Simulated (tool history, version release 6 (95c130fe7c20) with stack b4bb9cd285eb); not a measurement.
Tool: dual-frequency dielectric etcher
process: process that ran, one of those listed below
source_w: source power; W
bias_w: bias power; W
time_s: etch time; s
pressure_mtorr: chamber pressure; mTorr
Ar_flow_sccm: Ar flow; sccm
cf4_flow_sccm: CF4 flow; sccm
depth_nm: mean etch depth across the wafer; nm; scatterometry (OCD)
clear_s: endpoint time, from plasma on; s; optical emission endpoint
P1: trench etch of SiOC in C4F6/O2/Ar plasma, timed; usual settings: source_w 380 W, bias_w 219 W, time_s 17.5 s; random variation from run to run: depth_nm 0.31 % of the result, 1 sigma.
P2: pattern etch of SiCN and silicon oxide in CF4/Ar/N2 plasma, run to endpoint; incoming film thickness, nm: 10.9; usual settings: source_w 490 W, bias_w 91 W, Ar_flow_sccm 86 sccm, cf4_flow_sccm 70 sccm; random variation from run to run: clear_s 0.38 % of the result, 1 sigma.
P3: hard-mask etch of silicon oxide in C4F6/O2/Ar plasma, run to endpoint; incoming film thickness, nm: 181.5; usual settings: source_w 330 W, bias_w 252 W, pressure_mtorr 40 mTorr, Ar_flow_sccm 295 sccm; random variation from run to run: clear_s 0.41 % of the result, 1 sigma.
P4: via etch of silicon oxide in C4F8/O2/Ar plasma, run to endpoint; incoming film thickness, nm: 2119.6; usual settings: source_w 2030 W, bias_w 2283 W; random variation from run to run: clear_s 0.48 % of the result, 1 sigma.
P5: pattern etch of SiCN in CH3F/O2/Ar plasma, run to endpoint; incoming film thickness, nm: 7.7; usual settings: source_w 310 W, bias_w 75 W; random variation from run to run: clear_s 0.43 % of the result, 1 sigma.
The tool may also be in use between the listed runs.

run   hour  process  source_w  bias_w  time_s  pressure_mtorr  Ar_flow_sccm  cf4_flow_sccm  hours since the last wet clean  hours since the last source power generator calibration  hours since the last bias power generator calibration  depth_nm  clear_s
  1    9.1       P1       380     219    17.5                                                                          353                                                    753.4                                                 1857.9    38.922
  2   19.9       P3       330     252                      40           295                                          363.8                                                    764.2                                                 1868.7             55.792
  3   32.9       P1       250     219    17.5                                                                        376.8                                                    777.2                                                 1881.7    33.197
  4   45.7       P1       380     219    17.5                                                                        389.6                                                      790                                                 1894.5    38.873
  5   57.6       P2       490      91                                   110             70                           401.5                                                    801.9                                                 1906.4             11.173
  6   71.9       P1       380     219      24                                                                        415.8                                                    816.2                                                 1920.7    53.285
  7   84.7       P5       430      75                                                                                428.6                                                      829                                                 1933.5             19.782
  8  100.9       P4      1340    2283                                                                                444.8                                                    845.2                                                 1949.7             466.75
  9  113.4       P4      2030    3220                                                                                457.3                                                    857.7                                                 1962.2             356.57
     121.8  -- source power generator calibrated
 10    127       P1       380     134    17.5                                                                        470.9                                                      5.3                                                 1975.8    33.606
 11  142.4       P2       690      91                                    86             70                           486.3                                                     20.7                                                 1991.2             8.1074
 12  154.1       P1       380     271    12.5                                                                          498                                                     32.4                                                 2002.9    29.843
 13  170.4       P3       330     252                      29           295                                          514.3                                                     48.7                                                 2019.2             53.586
 14  180.4       P1       380     219    17.5                                                                        524.3                                                     58.7                                                 2029.2    38.827
 15  190.1       P1       540     219    17.5                                                                          534                                                     68.4                                                 2038.9    44.465
 16  199.5       P1       270     219      24                                                                        543.4                                                     77.8                                                 2048.3    46.626
 17  209.4       P4      2030    2283                                                                                553.3                                                     87.7                                                 2058.2             392.96
 18  223.9       P2       490      91                                    86             48                           567.8                                                    102.2                                                 2072.7             11.488
 19  235.1       P4      2030    2283                                                                                  579                                                    113.4                                                 2083.9             392.76
 20  247.4       P2       490      57                                    86             70                           591.3                                                    125.7                                                 2096.2             12.644
 21  255.4       P3       330     252                      40           183                                          599.3                                                    133.7                                                 2104.2             52.653
 22  263.7       P5       310     105                                                                                607.6                                                      142                                                 2112.5             19.541
 23  275.2       P1       380     302    17.5                                                                        619.1                                                    153.5                                                   2124      43.4
 24  287.9       P1       380     219      11                                                                        631.8                                                    166.2                                                 2136.7    24.421
 25  296.8       P1       380     219    17.5                                                                        640.7                                                    175.1                                                 2145.6     38.87
     306.5  -- bias power generator calibrated
 26    308       P2       490      91                                    86             70                           651.9                                                    186.3                                                    1.5             10.844
 27  317.7       P3       430     252                      40           295                                          661.6                                                      196                                                   11.2              50.27
 28  330.5       P5       310      75                                                                                674.4                                                    208.8                                                     24             22.424
 29  339.9       P1       380     219    17.5                                                                        683.8                                                    218.2                                                   33.4     38.76
 30  355.3       P3       330     252                      40           295                                          699.2                                                    233.6                                                   48.8             55.555
 31    372       P3       330     163                      40           295                                          715.9                                                    250.3                                                   65.5             64.683
 32  382.9       P1       380     219    17.5                                                                        726.8                                                    261.2                                                   76.4    38.715
 33  390.5       P1       380     219    17.5                                                                        734.4                                                    268.8                                                     84     39.03
 34  399.5       P1       380     219    17.5                                                                        743.4                                                    277.8                                                     93    39.461
 35  414.8       P1       380     219    17.5                                                                        758.7                                                    293.1                                                  108.3    39.364
 36  423.1       P1       380     219    17.5                                                                          767                                                    301.4                                                  116.6    39.346
     436.6  -- wet clean of the chamber
 37  438.3       P1       380     219    17.5                                                                          1.8                                                    316.6                                                  131.8     39.65
 38  450.8       P1       380     219    17.5                                                                         14.3                                                    329.1                                                  144.3     39.37
 39  459.2       P1       380     219    17.5                                                                         22.7                                                    337.5                                                  152.7    39.514
 40  468.2       P1       380     219    17.5                                                                         31.7                                                    346.5                                                  161.7    39.444

What P1 gives has crept away from where it was. These 2 causes fit the log equally well, each at the size given:
A: source power that arrives over what is set, % = 4.07
B: bias power that arrives over what is set, % = 4.73
The creep began at about hour 382.9.
Why every other cause is out:
chamber walls in a state that raises the etch rate, %: serviced at hour 436.6, which brought nothing back

4 check runs are offered, each on 2 wafers whose results are averaged, their results left as question marks. Which one tells the causes apart?
check 1  477.2       P4      1530    2646                                                                                                                                                                                                                       ?
check 2  477.2       P2       570      59                                    86             70                                                                                                                                                                  ?
check 3  477.2       P5       430     104                                                                                                                                                                                                                       ?
check 4  477.2       P3       330     169                      40           184                                                                                                                                                                                 ?

What each check would give under each cause:
  check   result    if A    if B
check 1  clear_s  414.16  414.68
check 2  clear_s  10.553   10.78
check 3  clear_s  17.249    17.2
check 4  clear_s  59.371  59.422
How far apart the two closest causes lie, in the result that separates them most: check 1 0.13 %; check 2 2.13 %; check 3 0.28 %; check 4 0.09 %
Check 2 tells the causes apart: in the others they would give nearly the same result.

Check 2 was then run and gave: clear_s 10.537 s. Which cause is it?

It is A: source power that arrives over what is set, %.
